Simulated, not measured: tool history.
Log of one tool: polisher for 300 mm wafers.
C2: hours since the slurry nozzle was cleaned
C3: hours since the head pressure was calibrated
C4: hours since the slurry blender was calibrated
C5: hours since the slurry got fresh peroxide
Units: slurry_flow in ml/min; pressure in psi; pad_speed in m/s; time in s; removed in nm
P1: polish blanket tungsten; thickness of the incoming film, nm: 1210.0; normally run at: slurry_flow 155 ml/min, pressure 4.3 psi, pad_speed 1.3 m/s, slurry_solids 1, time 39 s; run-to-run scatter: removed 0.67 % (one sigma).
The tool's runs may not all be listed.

{"run": 1, "hour": 5.5, "slurry_flow": 155, "pressure": 4.3, "pad_speed": 1.3, "slurry_solids": 1, "time": 39, "wafers polished on this pad": 571, "C2": 250.2, "C3": 73.8, "C4": 250.7, "C5": 61, "removed": 237.7}
{"run": 2, "hour": 10.4, "slurry_flow": 155, "pressure": 4.3, "pad_speed": 1.3, "slurry_solids": 0.8, "time": 54, "wafers polished on this pad": 641, "C2": 255.1, "C3": 78.7, "C4": 255.6, "C5": 65.9, "removed": 310.91}
{"hour": 16.6, "done": "head pressure recalibrated"}
{"run": 3, "hour": 17.1, "slurry_flow": 155, "pressure": 4.3, "pad_speed": 1.3, "slurry_solids": 1, "time": 56, "wafers polished on this pad": 738, "C2": 261.8, "C3": 0.6, "C4": 262.3, "C5": 72.6, "removed": 341.12}
{"run": 4, "hour": 21.2, "slurry_flow": 95, "pressure": 4.3, "pad_speed": 1.3, "slurry_solids": 1, "time": 39, "wafers polished on this pad": 797, "C2": 265.9, "C3": 4.7, "C4": 266.4, "C5": 76.7, "removed": 212.98}
{"run": 5, "hour": 28.7, "slurry_flow": 155, "pressure": 4.3, "pad_speed": 1.3, "slurry_solids": 0.55, "time": 39, "wafers polished on this pad": 905, "C2": 273.4, "C3": 12.2, "C4": 273.9, "C5": 84.2, "removed": 208.02}
{"run": 6, "hour": 36.0, "slurry_flow": 155, "pressure": 4.3, "pad_speed": 1.3, "slurry_solids": 1, "time": 39, "wafers polished on this pad": 1010, "C2": 280.7, "C3": 19.5, "C4": 281.2, "C5": 91.5, "removed": 240.75}
{"run": 7, "hour": 44.8, "slurry_flow": 155, "pressure": 4.3, "pad_speed": 1.3, "slurry_solids": 1, "time": 18, "wafers polished on this pad": 1137, "C2": 289.5, "C3": 28.3, "C4": 290, "C5": 100.3, "removed": 110.62}
{"run": 8, "hour": 50.3, "slurry_flow": 155, "pressure": 3.1, "pad_speed": 1.3, "slurry_solids": 1, "time": 39, "wafers polished on this pad": 1216, "C2": 295, "C3": 33.8, "C4": 295.5, "C5": 105.8, "removed": 172.9}
{"run": 9, "hour": 58.5, "slurry_flow": 155, "pressure": 4.3, "pad_speed": 1.3, "slurry_solids": 1.35, "time": 39, "wafers polished on this pad": 1335, "C2": 303.2, "C3": 42, "C4": 303.7, "C5": 114, "removed": 255.92}
{"run": 10, "hour": 65.0, "slurry_flow": 155, "pressure": 4.3, "pad_speed": 1.3, "slurry_solids": 1, "time": 39, "wafers polished on this pad": 1428, "C2": 309.7, "C3": 48.5, "C4": 310.2, "C5": 120.5, "removed": 240.19}
{"run": 11, "hour": 73.4, "slurry_flow": 95, "pressure": 2, "pad_speed": 1.3, "slurry_solids": 1, "time": 39, "wafers polished on this pad": 1549, "C2": 318.1, "C3": 56.9, "C4": 318.6, "C5": 128.9, "removed": 99.254}
{"hour": 79.6, "done": "slurry tank refilled with fresh slurry and peroxide"}
{"run": 12, "hour": 81.3, "slurry_flow": 155, "pressure": 5.6, "pad_speed": 1.3, "slurry_solids": 1, "time": 39, "wafers polished on this pad": 1663, "C2": 326, "C3": 64.8, "C4": 326.5, "C5": 1.7, "removed": 307.92}
{"run": 13, "hour": 85.6, "slurry_flow": 155, "pressure": 4.3, "pad_speed": 0.6, "slurry_solids": 1, "time": 39, "wafers polished on this pad": 1725, "C2": 330.3, "C3": 69.1, "C4": 330.8, "C5": 6, "removed": 109.62}
{"run": 14, "hour": 91.4, "slurry_flow": 155, "pressure": 4.3, "pad_speed": 1.3, "slurry_solids": 1, "time": 39, "wafers polished on this pad": 1809, "C2": 336.1, "C3": 74.9, "C4": 336.6, "C5": 11.8, "removed": 241.3}
{"run": 15, "hour": 97.3, "slurry_flow": 155, "pressure": 4.3, "pad_speed": 2.06, "slurry_solids": 1, "time": 39, "wafers polished on this pad": 1894, "C2": 342, "C3": 80.8, "C4": 342.5, "C5": 17.7, "removed": 378.78}
{"run": 16, "hour": 102.3, "slurry_flow": 235, "pressure": 4.3, "pad_speed": 1.3, "slurry_solids": 1, "time": 39, "wafers polished on this pad": 1966, "C2": 347, "C3": 85.8, "C4": 347.5, "C5": 22.7, "removed": 251.96}
{"run": 17, "hour": 107.5, "slurry_flow": 155, "pressure": 5.8, "pad_speed": 1.3, "slurry_solids": 1, "time": 25, "wafers polished on this pad": 2041, "C2": 352.2, "C3": 91, "C4": 352.7, "C5": 27.9, "removed": 205.71}
{"run": 18, "hour": 112.6, "slurry_flow": 155, "pressure": 4.3, "pad_speed": 1.3, "slurry_solids": 1, "time": 39, "wafers polished on this pad": 2115, "C2": 357.3, "C3": 96.1, "C4": 357.8, "C5": 33, "removed": 236.51}
{"run": 19, "hour": 119.5, "slurry_flow": 155, "pressure": 4.3, "pad_speed": 1.3, "slurry_solids": 1, "time": 39, "wafers polished on this pad": 2214, "C2": 364.2, "C3": 103, "C4": 364.7, "C5": 39.9, "removed": 228.5}
{"run": 20, "hour": 124.4, "slurry_flow": 155, "pressure": 4.3, "pad_speed": 1.3, "slurry_solids": 1, "time": 39, "wafers polished on this pad": 2285, "C2": 369.1, "C3": 107.9, "C4": 369.6, "C5": 44.8, "removed": 224.32}
{"run": 21, "hour": 130.2, "slurry_flow": 155, "pressure": 4.3, "pad_speed": 1.3, "slurry_solids": 1, "time": 39, "wafers polished on this pad": 2368, "C2": 374.9, "C3": 113.7, "C4": 375.4, "C5": 50.6, "removed": 222.73}
{"hour": 133.7, "done": "slurry blender recalibrated"}
{"hour": 134.6, "done": "worn pad replaced by a new one"}
{"run": 22, "hour": 138.1, "slurry_flow": 155, "pressure": 4.3, "pad_speed": 1.3, "slurry_solids": 1, "time": 39, "wafers polished on this pad": 51, "C2": 382.8, "C3": 121.6, "C4": 4.4, "C5": 58.5, "removed": 218.41}
{"hour": 142.0, "done": "head pressure recalibrated"}
{"run": 23, "hour": 145.9, "slurry_flow": 155, "pressure": 4.3, "pad_speed": 1.3, "slurry_solids": 1, "time": 39, "wafers polished on this pad": 163, "C2": 390.6, "C3": 3.9, "C4": 12.2, "C5": 66.3, "removed": 219.41}
{"run": 24, "hour": 154.0, "slurry_flow": 155, "pressure": 4.3, "pad_speed": 1.3, "slurry_solids": 1, "time": 39, "wafers polished on this pad": 280, "C2": 398.7, "C3": 12, "C4": 20.3, "C5": 74.4, "removed": 219.79}

What P1 gives has crept away from where it was. These 2 causes fit the log equally well, each at the size given:
A: slurry flow missing at the pad, % = 34
B: peroxide lost from the slurry, % = 19.7
The creep began at about hour 112.6.
Why every other cause is out:
removal rate lost through wear of the pad, %: serviced at hour 134.6, which brought nothing back
head's pressure below its setpoint, %: serviced at hour 142, which brought nothing back
abrasive missing from the slurry, %: serviced at hour 133.7, which brought nothing back

4 check runs are offered, each on 2 wafers whose results are averaged, their results left as question marks. Which one tells the causes apart?
{"run": "check 1", "hour": 162.1, "slurry_flow": 155, "pressure": 4.3, "pad_speed": 0.6, "slurry_solids": 1, "time": 27, "removed": "?"}
{"run": "check 2", "hour": 162.1, "slurry_flow": 155, "pressure": 3.2, "pad_speed": 1.3, "slurry_solids": 1.3, "time": 39, "removed": "?"}
{"run": "check 3", "hour": 162.1, "slurry_flow": 155, "pressure": 4.3, "pad_speed": 1.3, "slurry_solids": 1, "time": 18, "removed": "?"}
{"run": "check 4", "hour": 162.1, "slurry_flow": 105, "pressure": 4.3, "pad_speed": 1.3, "slurry_solids": 1, "time": 39, "removed": "?"}

What each check would give under each cause:
check=check_1 result=removed if_A=69.83 if_B=69.808
check=check_2 result=removed if_A=173.18 if_B=173.13
check=check_3 result=removed if_A=100.87 if_B=100.83
check=check_4 result=removed if_A=195.08 if_B=201.92
How far apart the two closest causes lie, in the result that separates them most: check 1 0.03 %; check 2 0.03 %; check 3 0.03 %; check 4 3.45 %
Only check 4 tells the causes apart: in the others they would give nearly the same result.

Check 4 was then run and gave: removed 201 nm. Which cause is it?

It is B: peroxide lost from the slurry, %.
